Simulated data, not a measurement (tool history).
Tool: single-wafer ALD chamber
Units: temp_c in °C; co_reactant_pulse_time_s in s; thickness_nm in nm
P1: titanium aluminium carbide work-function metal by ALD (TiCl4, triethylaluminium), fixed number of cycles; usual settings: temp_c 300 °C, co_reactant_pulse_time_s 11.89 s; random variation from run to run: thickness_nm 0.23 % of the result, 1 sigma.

run   hour  temp_c  co_reactant_pulse_time_s  hours since the last thermocouple change  hours since the last triethylaluminium bottle change  thickness_nm
  1    9.9     300                     11.89                                    1663.5                                                 534.6        1.9825
  2   18.9     300                     11.89                                    1672.5                                                 543.6        1.9741
      23.5  -- triethylaluminium bottle replaced
  3   32.1     315                     11.89                                    1685.7                                                   8.6        2.1113
  4   40.9     300                     11.89                                    1694.5                                                  17.4        1.9792
  5   56.1     300                     19.49                                    1709.7                                                  32.6        2.0121
  6   66.9     300                      4.14                                    1720.5                                                  43.4        1.5293
  7   81.4     311                      7.35                                      1735                                                  57.9        1.9377
      90.7  -- thermocouple changed; heater temperature recalibrated
  8   93.5     276                     11.89                                       2.9                                                    70        1.7664
  9  108.2     300                     11.89                                      17.6                                                  84.7        1.9803
 10  120.1     300                     11.89                                      29.5                                                  96.6        1.9775
 11  132.6     300                     11.89                                        42                                                 109.1         1.973
 12  145.8     300                     11.89                                      55.2                                                 122.3        1.9764
 13  161.1     300                     11.89                                      70.5                                                 137.6        1.9512
 14  169.3     300                     11.89                                      78.7                                                 145.8        1.9467
 15  183.9     300                     11.89                                      93.3                                                 160.4        1.9363
 16  193.8     300                     11.89                                     103.2                                                 170.3        1.9415
 17    202     300                     11.89                                     111.4                                                 178.5        1.9303
 18  209.2     300                     11.89                                     118.6                                                 185.7        1.9283

What P1 gives has crept away from where it was. These 2 causes fit the log equally well, each at the size given:
A: wafer temperature below the value expected at the setpoint (K) = 4.53
B: triethylaluminium dose below that of a fresh bottle (%) = 18.8
The creep began at about hour 145.8.

4 check runs are offered, one wafer each, their results left as question marks. Which one tells the causes apart?
check 1  216.4     289                     11.89                                                                                                             ?
check 2  216.4     281                     11.89                                                                                                             ?
check 3  216.4     313                     11.89                                                                                                             ?
check 4  216.4     300                       5.5                                                                                                             ?

What each check would give under each cause:
  check        result    if A    if B
check 1  thickness_nm  1.8435  1.8451
check 2  thickness_nm  1.7761  1.7787
check 3  thickness_nm  2.0488  2.0472
check 4  thickness_nm  1.6741  1.5784
How far apart the two closest causes lie, in the result that separates them most: check 1 0.09 %; check 2 0.15 %; check 3 0.08 %; check 4 5.88 %
Only check 4 tells the causes apart: in the others they would give nearly the same result.

Check 4 was then run and gave: thickness_nm 1.6674 nm. Which cause is it?

It is A: wafer temperature below the value expected at the setpoint (K).
